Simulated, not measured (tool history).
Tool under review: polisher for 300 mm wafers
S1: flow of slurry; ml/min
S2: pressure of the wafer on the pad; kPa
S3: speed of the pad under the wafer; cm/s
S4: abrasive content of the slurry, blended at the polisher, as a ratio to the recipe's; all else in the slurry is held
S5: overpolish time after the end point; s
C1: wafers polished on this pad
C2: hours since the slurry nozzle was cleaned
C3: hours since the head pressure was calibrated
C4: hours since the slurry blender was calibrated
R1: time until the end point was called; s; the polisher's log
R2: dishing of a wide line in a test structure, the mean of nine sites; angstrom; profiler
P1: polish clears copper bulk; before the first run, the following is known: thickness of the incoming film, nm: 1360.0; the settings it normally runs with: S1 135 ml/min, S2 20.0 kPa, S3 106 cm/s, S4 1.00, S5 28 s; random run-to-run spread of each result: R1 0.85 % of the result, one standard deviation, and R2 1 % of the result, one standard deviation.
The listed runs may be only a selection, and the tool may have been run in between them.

Run 1, day 0.425: S1 135 ml/min, S2 20.0 kPa, S3 106 cm/s, S4 1.00, S5 28 s; C1 326; C2 210.1; C3 111.4; C4 91.7. Result: R1 130.450 s, R2 833.34 angstrom.
Run 2, day 1.004: S1 135 ml/min, S2 20.0 kPa, S3 106 cm/s, S4 1.45, S5 28 s; C1 442; C2 224.0; C3 125.3; C4 105.6. Result: R1 120.330 s, R2 844.11 angstrom.
Run 3, day 1.388: S1 135 ml/min, S2 20.0 kPa, S3 106 cm/s, S4 1.00, S5 51 s; C1 519; C2 233.2; C3 134.5; C4 114.8. Result: R1 129.450 s, R2 898.49 angstrom.
Run 4, day 1.683: S1 135 ml/min, S2 20.0 kPa, S3 106 cm/s, S4 1.00, S5 8 s; C1 578; C2 240.3; C3 141.6; C4 121.9. Result: R1 127.880 s, R2 460.69 angstrom.
Run 5, day 2.183: S1 135 ml/min, S2 20.0 kPa, S3 168 cm/s, S4 1.00, S5 28 s; C1 678; C2 252.3; C3 153.6; C4 133.9. Result: R1 81.742 s, R2 889.33 angstrom.
Run 6, day 2.783: S1 135 ml/min, S2 26.2 kPa, S3 106 cm/s, S4 1.00, S5 28 s; C1 798; C2 266.7; C3 168.0; C4 148.3. Result: R1 98.345 s, R2 921.35 angstrom.
Run 7, day 3.333: S1 135 ml/min, S2 9.0 kPa, S3 106 cm/s, S4 1.00, S5 28 s; C1 908; C2 279.9; C3 181.2; C4 161.5. Result: R1 285.420 s, R2 539.01 angstrom.
Run 8, day 3.729: S1 135 ml/min, S2 20.0 kPa, S3 106 cm/s, S4 0.60, S5 28 s; C1 987; C2 289.4; C3 190.7; C4 171.0. Result: R1 143.300 s, R2 823.36 angstrom.
Run 9, day 4.321: S1 135 ml/min, S2 20.0 kPa, S3 106 cm/s, S4 1.00, S5 28 s; C1 1105; C2 303.6; C3 204.9; C4 185.2. Result: R1 130.150 s, R2 837.65 angstrom.
At day 4.350: head pressure recalibrated.
Run 10, day 4.792: S1 205 ml/min, S2 20.0 kPa, S3 106 cm/s, S4 1.00, S5 28 s; C1 1199; C2 314.9; C3 10.6; C4 196.5. Result: R1 118.500 s, R2 834.68 angstrom.
Run 11, day 5.383: S1 205 ml/min, S2 20.0 kPa, S3 106 cm/s, S4 1.35, S5 28 s; C1 1318; C2 329.1; C3 24.8; C4 210.7. Result: R1 114.580 s, R2 863.43 angstrom.
Run 12, day 5.938: S1 135 ml/min, S2 20.0 kPa, S3 106 cm/s, S4 1.00, S5 28 s; C1 1428; C2 342.4; C3 38.1; C4 224.0. Result: R1 129.780 s, R2 850.12 angstrom.
Run 13, day 6.467: S1 135 ml/min, S2 20.0 kPa, S3 106 cm/s, S4 1.00, S5 28 s; C1 1534; C2 355.1; C3 50.8; C4 236.7. Result: R1 129.550 s, R2 824.91 angstrom.
Run 14, day 6.912: S1 135 ml/min, S2 20.0 kPa, S3 50 cm/s, S4 1.00, S5 28 s; C1 1623; C2 365.8; C3 61.5; C4 247.4. Result: R1 276.560 s, R2 624.73 angstrom.
Run 15, day 7.417: S1 170 ml/min, S2 20.0 kPa, S3 66 cm/s, S4 1.00, S5 28 s; C1 1724; C2 377.9; C3 73.6; C4 259.5. Result: R1 200.640 s, R2 720.95 angstrom.
Run 16, day 7.792: S1 80 ml/min, S2 20.0 kPa, S3 106 cm/s, S4 1.00, S5 28 s; C1 1799; C2 386.9; C3 82.6; C4 268.5. Result: R1 147.700 s, R2 806.08 angstrom.
Run 17, day 8.367: S1 135 ml/min, S2 20.0 kPa, S3 106 cm/s, S4 1.00, S5 28 s; C1 1914; C2 400.7; C3 96.4; C4 282.3. Result: R1 129.370 s, R2 839.65 angstrom.
Run 18, day 8.725: S1 135 ml/min, S2 15.2 kPa, S3 66 cm/s, S4 1.00, S5 28 s; C1 1986; C2 409.3; C3 105.0; C4 290.9. Result: R1 271.430 s, R2 604.70 angstrom.
Run 19, day 9.058: S1 135 ml/min, S2 20.0 kPa, S3 106 cm/s, S4 1.00, S5 28 s; C1 2052; C2 417.3; C3 113.0; C4 298.9. Result: R1 129.200 s, R2 831.58 angstrom.
Run 20, day 9.408: S1 135 ml/min, S2 20.0 kPa, S3 106 cm/s, S4 1.00, S5 28 s; C1 2122; C2 425.7; C3 121.4; C4 307.3. Result: R1 132.910 s, R2 816.07 angstrom.
Run 21, day 9.904: S1 135 ml/min, S2 20.0 kPa, S3 106 cm/s, S4 1.00, S5 28 s; C1 2221; C2 437.6; C3 133.3; C4 319.2. Result: R1 134.320 s, R2 817.65 angstrom.
Run 22, day 10.350: S1 135 ml/min, S2 20.0 kPa, S3 106 cm/s, S4 1.00, S5 28 s; C1 2311; C2 448.3; C3 144.0; C4 329.9. Result: R1 135.220 s, R2 828.74 angstrom.
At day 10.521: worn pad replaced by a new one.
At day 10.838: head pressure recalibrated.
Run 23, day 10.838: S1 135 ml/min, S2 20.0 kPa, S3 106 cm/s, S4 1.00, S5 28 s; C1 63; C2 460.0; C3 0.0; C4 341.6. Result: R1 138.090 s, R2 828.29 angstrom.
Run 24, day 11.383: S1 135 ml/min, S2 20.0 kPa, S3 106 cm/s, S4 1.00, S5 28 s; C1 173; C2 473.1; C3 13.1; C4 354.7. Result: R1 136.940 s, R2 818.21 angstrom.
Run 25, day 11.996: S1 135 ml/min, S2 20.0 kPa, S3 106 cm/s, S4 1.00, S5 28 s; C1 295; C2 487.8; C3 27.8; C4 369.4. Result: R1 137.560 s, R2 822.47 angstrom.
Run 26, day 12.450: S1 135 ml/min, S2 20.0 kPa, S3 106 cm/s, S4 1.00, S5 28 s; C1 386; C2 498.7; C3 38.7; C4 380.3. Result: R1 138.880 s, R2 840.65 angstrom.
Run 27, day 12.717: S1 135 ml/min, S2 20.0 kPa, S3 106 cm/s, S4 1.00, S5 28 s; C1 439; C2 505.1; C3 45.1; C4 386.7. Result: R1 140.970 s, R2 816.38 angstrom.
Run 28, day 13.154: S1 135 ml/min, S2 20.0 kPa, S3 106 cm/s, S4 1.00, S5 28 s; C1 527; C2 515.6; C3 55.6; C4 397.2. Result: R1 138.470 s, R2 824.36 angstrom.

The output of P1 has drifted from where it used to be. Each of the 2 causes below, taken at the size shown beside it, accounts for the log equally well:
A: abrasive missing from the slurry, % = 27.9
B: slurry flow missing at the pad, % = 26.7
The onset of the drift is placed at about day 9.058.
Each remaining cause and why it is not a fit:
removal rate lost through wear of the pad, %: was serviced at day 10.521, once the creep was under way, yet the earlier output never came back
head's pressure below its setpoint, %: was serviced at day 10.838, once the creep was under way, yet the earlier output never came back

Consider the 4 check runs below, whose results appear as question marks and each of which averages 3 wafers. Which one distinguishes the causes, in that each cause would give it a clearly different result?
Run check 1, day 13.592: S1 80 ml/min, S2 20.0 kPa, S3 106 cm/s, S4 1.00, S5 8 s. Result: R1 ?, R2 ?.
Run check 2, day 13.592: S1 135 ml/min, S2 20.0 kPa, S3 164 cm/s, S4 1.40, S5 28 s. Result: R1 ?, R2 ?.
Run check 3, day 13.592: S1 135 ml/min, S2 20.0 kPa, S3 106 cm/s, S4 1.00, S5 51 s. Result: R1 ?, R2 ?.
Run check 4, day 13.592: S1 135 ml/min, S2 20.0 kPa, S3 66 cm/s, S4 1.40, S5 28 s. Result: R1 ?, R2 ?.

What each check would give under each cause:
  check  result     if A     if B
check 1      R1  157.350  163.650
check 1      R2   404.34   392.81
check 2      R1   83.392   83.154
check 2      R2   886.97   887.17
check 3      R1  138.480  138.470
check 3      R2   892.69   892.70
check 4      R1  207.220  206.620
check 4      R2   717.41   718.25
How far apart the two closest causes lie, in the result that separates them most: check 1 3.92 %; check 2 0.29 %; check 3 0.01 %; check 4 0.29 %
Check 1 distinguishes between the causes, while the remaining checks would return nearly the same result for all of them.

Here is what check 1 returned: R1 156.540 s; R2 407.57 angstrom. Which cause is it?

Of the candidate causes, it is A: abrasive missing from the slurry, %.

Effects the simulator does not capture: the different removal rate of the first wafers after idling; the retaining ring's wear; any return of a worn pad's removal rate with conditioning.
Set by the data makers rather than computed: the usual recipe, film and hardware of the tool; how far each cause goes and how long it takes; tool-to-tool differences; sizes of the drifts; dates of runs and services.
